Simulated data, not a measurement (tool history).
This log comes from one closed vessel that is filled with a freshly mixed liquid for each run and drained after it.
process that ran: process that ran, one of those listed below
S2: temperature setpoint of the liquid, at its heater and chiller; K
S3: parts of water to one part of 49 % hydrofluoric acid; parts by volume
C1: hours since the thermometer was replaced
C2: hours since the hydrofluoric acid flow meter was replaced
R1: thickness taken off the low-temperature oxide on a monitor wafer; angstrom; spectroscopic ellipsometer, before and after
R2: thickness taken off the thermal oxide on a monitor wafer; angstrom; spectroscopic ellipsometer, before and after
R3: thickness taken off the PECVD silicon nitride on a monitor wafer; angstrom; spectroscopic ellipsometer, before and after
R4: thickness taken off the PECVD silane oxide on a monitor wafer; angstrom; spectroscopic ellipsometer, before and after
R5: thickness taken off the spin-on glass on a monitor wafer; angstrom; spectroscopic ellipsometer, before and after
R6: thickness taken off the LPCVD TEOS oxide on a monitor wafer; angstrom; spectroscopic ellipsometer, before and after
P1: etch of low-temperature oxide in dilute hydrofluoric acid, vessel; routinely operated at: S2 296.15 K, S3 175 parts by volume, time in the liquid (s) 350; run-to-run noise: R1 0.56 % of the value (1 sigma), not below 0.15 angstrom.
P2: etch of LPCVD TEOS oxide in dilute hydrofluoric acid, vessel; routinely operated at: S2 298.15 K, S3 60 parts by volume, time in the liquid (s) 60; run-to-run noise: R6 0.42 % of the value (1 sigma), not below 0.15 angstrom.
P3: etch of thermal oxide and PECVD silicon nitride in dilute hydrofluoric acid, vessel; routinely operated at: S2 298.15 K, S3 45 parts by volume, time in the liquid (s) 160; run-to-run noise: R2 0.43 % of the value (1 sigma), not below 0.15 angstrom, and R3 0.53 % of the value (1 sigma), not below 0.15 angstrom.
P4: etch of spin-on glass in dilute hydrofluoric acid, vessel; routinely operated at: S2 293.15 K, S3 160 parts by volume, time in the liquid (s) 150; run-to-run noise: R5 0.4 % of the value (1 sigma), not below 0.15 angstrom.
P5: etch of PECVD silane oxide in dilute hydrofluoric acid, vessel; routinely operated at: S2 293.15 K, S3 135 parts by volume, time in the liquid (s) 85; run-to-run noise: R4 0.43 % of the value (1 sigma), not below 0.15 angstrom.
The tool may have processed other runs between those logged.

{"run": 1, "hour": 10.3, "process that ran": "P1", "S2": 296.15, "S3": 175, "time in the liquid (s)": 350, "C1": 970.6, "C2": 1051.5, "R1": 316.03}
{"run": 2, "hour": 22.2, "process that ran": "P3", "S2": 298.15, "S3": 45, "time in the liquid (s)": 30, "C1": 982.5, "C2": 1063.4, "R2": 35.479, "R3": 13.715}
{"run": 3, "hour": 29.1, "process that ran": "P5", "S2": 290.15, "S3": 135, "time in the liquid (s)": 85, "C1": 989.4, "C2": 1070.3, "R4": 112.34}
{"run": 4, "hour": 41.9, "process that ran": "P4", "S2": 293.15, "S3": 160, "time in the liquid (s)": 150, "C1": 1002.2, "C2": 1083.1, "R5": 277.12}
{"run": 5, "hour": 48.4, "process that ran": "P1", "S2": 296.15, "S3": 240, "time in the liquid (s)": 350, "C1": 1008.7, "C2": 1089.6, "R1": 213.94}
{"run": 6, "hour": 61.5, "process that ran": "P1", "S2": 292.15, "S3": 175, "time in the liquid (s)": 350, "C1": 1021.8, "C2": 1102.7, "R1": 268.66}
{"run": 7, "hour": 71.8, "process that ran": "P5", "S2": 293.15, "S3": 135, "time in the liquid (s)": 155, "C1": 1032.1, "C2": 1113, "R4": 231.15}
{"run": 8, "hour": 82.0, "process that ran": "P1", "S2": 296.15, "S3": 175, "time in the liquid (s)": 350, "C1": 1042.3, "C2": 1123.2, "R1": 312.27}
{"run": 9, "hour": 95.4, "process that ran": "P2", "S2": 298.15, "S3": 60, "time in the liquid (s)": 115, "C1": 1055.7, "C2": 1136.6, "R6": 1188.7}
{"run": 10, "hour": 107.5, "process that ran": "P1", "S2": 303.65, "S3": 175, "time in the liquid (s)": 180, "C1": 1067.8, "C2": 1148.7, "R1": 212.83}
{"run": 11, "hour": 113.7, "process that ran": "P2", "S2": 298.15, "S3": 85, "time in the liquid (s)": 60, "C1": 1074, "C2": 1154.9, "R6": 420.65}
{"run": 12, "hour": 127.1, "process that ran": "P4", "S2": 300.15, "S3": 160, "time in the liquid (s)": 150, "C1": 1087.4, "C2": 1168.3, "R5": 362.12}
{"run": 13, "hour": 135.7, "process that ran": "P1", "S2": 296.15, "S3": 175, "time in the liquid (s)": 95, "C1": 1096, "C2": 1176.9, "R1": 85.473}
{"run": 14, "hour": 146.5, "process that ran": "P4", "S2": 293.15, "S3": 40, "time in the liquid (s)": 150, "C1": 1106.8, "C2": 1187.7, "R5": 1269.6}
{"run": 15, "hour": 159.2, "process that ran": "P3", "S2": 298.15, "S3": 45, "time in the liquid (s)": 160, "C1": 1119.5, "C2": 1200.4, "R2": 187.26, "R3": 71.791}
{"run": 16, "hour": 172.1, "process that ran": "P1", "S2": 292.65, "S3": 235, "time in the liquid (s)": 350, "C1": 1132.4, "C2": 1213.3, "R1": 192.07}
{"run": 17, "hour": 179.3, "process that ran": "P1", "S2": 304.15, "S3": 175, "time in the liquid (s)": 350, "C1": 1139.6, "C2": 1220.5, "R1": 419.75}
{"run": 18, "hour": 185.7, "process that ran": "P3", "S2": 302.65, "S3": 45, "time in the liquid (s)": 160, "C1": 1146, "C2": 1226.9, "R2": 227.52, "R3": 96.892}
{"run": 19, "hour": 194.0, "process that ran": "P2", "S2": 298.15, "S3": 60, "time in the liquid (s)": 60, "C1": 1154.3, "C2": 1235.2, "R6": 625.36}
{"run": 20, "hour": 201.9, "process that ran": "P5", "S2": 293.15, "S3": 135, "time in the liquid (s)": 85, "C1": 1162.2, "C2": 1243.1, "R4": 126.9}
{"hour": 204.7, "done": "hydrofluoric acid flow meter replaced"}
{"run": 21, "hour": 213.3, "process that ran": "P3", "S2": 298.15, "S3": 20, "time in the liquid (s)": 160, "C1": 1173.6, "C2": 8.7, "R2": 439.3, "R3": 158.47}
{"run": 22, "hour": 226.3, "process that ran": "P5", "S2": 293.15, "S3": 50, "time in the liquid (s)": 85, "C1": 1186.6, "C2": 21.7, "R4": 379.46}
{"run": 23, "hour": 235.8, "process that ran": "P4", "S2": 293.15, "S3": 160, "time in the liquid (s)": 250, "C1": 1196.1, "C2": 31.2, "R5": 463.6}
{"run": 24, "hour": 248.4, "process that ran": "P1", "S2": 296.15, "S3": 175, "time in the liquid (s)": 550, "C1": 1208.7, "C2": 43.8, "R1": 495.05}
{"run": 25, "hour": 254.7, "process that ran": "P1", "S2": 301.65, "S3": 320, "time in the liquid (s)": 350, "C1": 1215, "C2": 50.1, "R1": 178.99}
{"run": 26, "hour": 267.5, "process that ran": "P1", "S2": 296.15, "S3": 175, "time in the liquid (s)": 350, "C1": 1227.8, "C2": 62.9, "R1": 315.08}
{"run": 27, "hour": 275.5, "process that ran": "P1", "S2": 296.15, "S3": 175, "time in the liquid (s)": 350, "C1": 1235.8, "C2": 70.9, "R1": 315.05}
{"run": 28, "hour": 288.2, "process that ran": "P1", "S2": 296.15, "S3": 35, "time in the liquid (s)": 350, "C1": 1248.5, "C2": 83.6, "R1": 1850.3}
{"run": 29, "hour": 299.6, "process that ran": "P2", "S2": 305.65, "S3": 60, "time in the liquid (s)": 60, "C1": 1259.9, "C2": 95, "R6": 838.08}
{"run": 30, "hour": 305.7, "process that ran": "P5", "S2": 293.15, "S3": 135, "time in the liquid (s)": 85, "C1": 1266, "C2": 101.1, "R4": 127.89}
{"run": 31, "hour": 316.2, "process that ran": "P1", "S2": 296.15, "S3": 175, "time in the liquid (s)": 350, "C1": 1276.5, "C2": 111.6, "R1": 316.33}
{"run": 32, "hour": 324.9, "process that ran": "P1", "S2": 296.15, "S3": 175, "time in the liquid (s)": 350, "C1": 1285.2, "C2": 120.3, "R1": 310.14}
{"run": 33, "hour": 331.2, "process that ran": "P1", "S2": 296.15, "S3": 175, "time in the liquid (s)": 350, "C1": 1291.5, "C2": 126.6, "R1": 305.43}
{"run": 34, "hour": 340.8, "process that ran": "P1", "S2": 296.15, "S3": 175, "time in the liquid (s)": 350, "C1": 1301.1, "C2": 136.2, "R1": 306.58}
{"run": 35, "hour": 353.5, "process that ran": "P1", "S2": 296.15, "S3": 175, "time in the liquid (s)": 350, "C1": 1313.8, "C2": 148.9, "R1": 299.2}
{"run": 36, "hour": 364.1, "process that ran": "P1", "S2": 296.15, "S3": 175, "time in the liquid (s)": 350, "C1": 1324.4, "C2": 159.5, "R1": 298.48}
{"run": 37, "hour": 376.1, "process that ran": "P1", "S2": 296.15, "S3": 175, "time in the liquid (s)": 350, "C1": 1336.4, "C2": 171.5, "R1": 298.13}
{"run": 38, "hour": 385.8, "process that ran": "P1", "S2": 296.15, "S3": 175, "time in the liquid (s)": 350, "C1": 1346.1, "C2": 181.2, "R1": 297.94}
{"run": 39, "hour": 395.7, "process that ran": "P1", "S2": 296.15, "S3": 175, "time in the liquid (s)": 350, "C1": 1356, "C2": 191.1, "R1": 297.14}
{"run": 40, "hour": 407.2, "process that ran": "P1", "S2": 296.15, "S3": 175, "time in the liquid (s)": 350, "C1": 1367.5, "C2": 202.6, "R1": 298.29}
{"run": 41, "hour": 416.2, "process that ran": "P1", "S2": 296.15, "S3": 175, "time in the liquid (s)": 350, "C1": 1376.5, "C2": 211.6, "R1": 297.25}

What P1 gives has crept away from where it was. These 2 causes fit the log equally well, each at the size given:
A: liquid colder than its thermometer reads (K) = 1.48
B: hydrofluoric acid flow below the setpoint (%) = 4.62
The process output started creeping at around hour 316.2.

Question marks stand in for the results of the 4 check runs listed below, each run on one wafer. Under which run would the listed causes show clearly different results?
{"run": "check 1", "hour": 425.2, "process that ran": "P3", "S2": 298.15, "S3": 45, "time in the liquid (s)": 160, "R2": "?", "R3": "?"}
{"run": "check 2", "hour": 425.2, "process that ran": "P2", "S2": 298.15, "S3": 60, "time in the liquid (s)": 60, "R6": "?"}
{"run": "check 3", "hour": 425.2, "process that ran": "P5", "S2": 293.15, "S3": 135, "time in the liquid (s)": 85, "R4": "?"}
{"run": "check 4", "hour": 425.2, "process that ran": "P4", "S2": 293.15, "S3": 160, "time in the liquid (s)": 150, "R5": "?"}

Expected result of each check under each candidate cause:
check=check_1 result=R2 if_A=177.51 if_B=179.43
check=check_1 result=R3 if_A=65.693 if_B=69.307
check=check_2 result=R6 if_A=585.39 if_B=590.71
check=check_3 result=R4 if_A=119.88 if_B=120.56
check=check_4 result=R5 if_A=261.09 if_B=262.07
Separation of the two closest causes in each check, using whichever result separates them best: check 1 5.36 %; check 2 0.9 %; check 3 0.57 %; check 4 0.37 %
Only check 1 tells the causes apart: in the others they would give nearly the same result.

Then check 1 was run and gave: R2 177.3 angstrom; R3 65.886 angstrom. Which cause is it?

It is A: liquid colder than its thermometer reads (K).

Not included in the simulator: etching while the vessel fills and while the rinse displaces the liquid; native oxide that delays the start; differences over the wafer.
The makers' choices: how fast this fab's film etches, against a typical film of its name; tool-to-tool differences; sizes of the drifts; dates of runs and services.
